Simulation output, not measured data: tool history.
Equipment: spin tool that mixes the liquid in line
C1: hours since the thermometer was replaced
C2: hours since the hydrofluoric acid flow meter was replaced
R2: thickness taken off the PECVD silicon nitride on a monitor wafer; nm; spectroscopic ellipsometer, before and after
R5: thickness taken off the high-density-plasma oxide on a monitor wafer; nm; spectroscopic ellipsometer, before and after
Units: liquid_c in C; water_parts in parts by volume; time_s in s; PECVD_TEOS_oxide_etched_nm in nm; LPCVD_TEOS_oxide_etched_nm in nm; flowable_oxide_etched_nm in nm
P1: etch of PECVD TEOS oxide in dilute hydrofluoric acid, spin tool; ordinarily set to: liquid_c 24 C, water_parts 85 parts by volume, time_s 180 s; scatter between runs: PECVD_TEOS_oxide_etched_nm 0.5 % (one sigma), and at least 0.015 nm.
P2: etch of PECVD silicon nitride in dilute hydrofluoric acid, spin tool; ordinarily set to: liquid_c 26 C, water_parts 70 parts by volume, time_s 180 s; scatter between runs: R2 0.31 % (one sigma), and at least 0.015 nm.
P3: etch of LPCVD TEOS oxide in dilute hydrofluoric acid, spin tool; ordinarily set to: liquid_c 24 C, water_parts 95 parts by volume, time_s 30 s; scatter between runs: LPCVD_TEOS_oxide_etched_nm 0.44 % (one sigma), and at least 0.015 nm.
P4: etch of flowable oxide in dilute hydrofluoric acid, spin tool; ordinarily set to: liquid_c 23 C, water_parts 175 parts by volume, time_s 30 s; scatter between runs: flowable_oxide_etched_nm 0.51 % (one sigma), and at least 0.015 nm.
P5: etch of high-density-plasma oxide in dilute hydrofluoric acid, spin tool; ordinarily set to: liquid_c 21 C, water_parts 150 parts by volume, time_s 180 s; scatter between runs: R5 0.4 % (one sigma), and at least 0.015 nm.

run 1 hour=9.4 | process=P1 liquid_c=24 water_parts=85 time_s=180 | C1=2271.8 C2=490.2 | PECVD_TEOS_oxide_etched_nm=27.756
run 2 hour=21.1 | process=P2 liquid_c=26 water_parts=70 time_s=180 | C1=2283.5 C2=501.9 | R2=9.2365
run 3 hour=28.2 | process=P3 liquid_c=24 water_parts=95 time_s=60 | C1=2290.6 C2=509 | LPCVD_TEOS_oxide_etched_nm=30.007
run 4 hour=39 | process=P1 liquid_c=24 water_parts=85 time_s=180 | C1=2301.4 C2=519.8 | PECVD_TEOS_oxide_etched_nm=27.63
run 5 hour=46.1 | process=P1 liquid_c=24 water_parts=85 time_s=180 | C1=2308.5 C2=526.9 | PECVD_TEOS_oxide_etched_nm=27.865
run 6 hour=57.6 | process=P4 liquid_c=23 water_parts=175 time_s=45 | C1=2320 C2=538.4 | flowable_oxide_etched_nm=8.8896
run 7 hour=62.8 | process=P1 liquid_c=24 water_parts=120 time_s=180 | C1=2325.2 C2=543.6 | PECVD_TEOS_oxide_etched_nm=18.842
run 8 hour=68 | process=P1 liquid_c=24 water_parts=85 time_s=60 | C1=2330.4 C2=548.8 | PECVD_TEOS_oxide_etched_nm=9.2398
run 9 hour=75.2 | process=P1 liquid_c=31 water_parts=40 time_s=180 | C1=2337.6 C2=556 | PECVD_TEOS_oxide_etched_nm=82.611
run 10 hour=81.4 | process=P1 liquid_c=24 water_parts=85 time_s=180 | C1=2343.8 C2=562.2 | PECVD_TEOS_oxide_etched_nm=27.735
run 11 hour=92.8 | process=P3 liquid_c=30 water_parts=95 time_s=30 | C1=2355.2 C2=573.6 | LPCVD_TEOS_oxide_etched_nm=18.647
run 12 hour=101.2 | process=P2 liquid_c=26 water_parts=30 time_s=180 | C1=2363.6 C2=582 | R2=21.252
run 13 hour=112.1 | process=P3 liquid_c=24 water_parts=95 time_s=30 | C1=2374.5 C2=592.9 | LPCVD_TEOS_oxide_etched_nm=14.965
run 14 hour=123.6 | process=P5 liquid_c=21 water_parts=150 time_s=180 | C1=2386 C2=604.4 | R5=8.1713
run 15 hour=129.7 | process=P1 liquid_c=24 water_parts=85 time_s=180 | C1=2392.1 C2=610.5 | PECVD_TEOS_oxide_etched_nm=27.441
run 16 hour=135.9 | process=P5 liquid_c=21 water_parts=35 time_s=180 | C1=2398.3 C2=616.7 | R5=39.907
run 17 hour=141.8 | process=P1 liquid_c=24 water_parts=35 time_s=180 | C1=2404.2 C2=622.6 | PECVD_TEOS_oxide_etched_nm=71.798
run 18 hour=151.6 | process=P3 liquid_c=24 water_parts=95 time_s=30 | C1=2414 C2=632.4 | LPCVD_TEOS_oxide_etched_nm=14.842
run 19 hour=157.8 | process=P1 liquid_c=30.5 water_parts=35 time_s=180 | C1=2420.2 C2=638.6 | PECVD_TEOS_oxide_etched_nm=92.632
run 20 hour=167.2 | process=P5 liquid_c=17 water_parts=150 time_s=180 | C1=2429.6 C2=648 | R5=6.9683
run 21 hour=175.5 | process=P4 liquid_c=23 water_parts=25 time_s=30 | C1=2437.9 C2=656.3 | flowable_oxide_etched_nm=49.942
run 22 hour=181.7 | process=P4 liquid_c=23 water_parts=175 time_s=30 | C1=2444.1 C2=662.5 | flowable_oxide_etched_nm=5.9159
run 23 hour=188.1 | process=P3 liquid_c=24 water_parts=155 time_s=30 | C1=2450.5 C2=668.9 | LPCVD_TEOS_oxide_etched_nm=8.5057
run 24 hour=196.8 | process=P1 liquid_c=24 water_parts=85 time_s=265 | C1=2459.2 C2=677.6 | PECVD_TEOS_oxide_etched_nm=40.794
run 25 hour=207.2 | process=P2 liquid_c=26 water_parts=70 time_s=180 | C1=2469.6 C2=688 | R2=9.265
run 26 hour=212.6 | process=P4 liquid_c=17 water_parts=175 time_s=30 | C1=2475 C2=693.4 | flowable_oxide_etched_nm=4.6803
run 27 hour=219.9 | process=P5 liquid_c=21 water_parts=150 time_s=180 | C1=2482.3 C2=700.7 | R5=8.2122
run 28 hour=229.6 | process=P1 liquid_c=18.5 water_parts=140 time_s=180 | C1=2492 C2=710.4 | PECVD_TEOS_oxide_etched_nm=12.671

Estimate the outcome of run 29 from the log above:
run 29 hour=238.7 | process=P5 liquid_c=21 water_parts=150 time_s=315 | C1=2501.1 C2=719.5 | R5=?

Run 29 measured R5 14.374 nm.

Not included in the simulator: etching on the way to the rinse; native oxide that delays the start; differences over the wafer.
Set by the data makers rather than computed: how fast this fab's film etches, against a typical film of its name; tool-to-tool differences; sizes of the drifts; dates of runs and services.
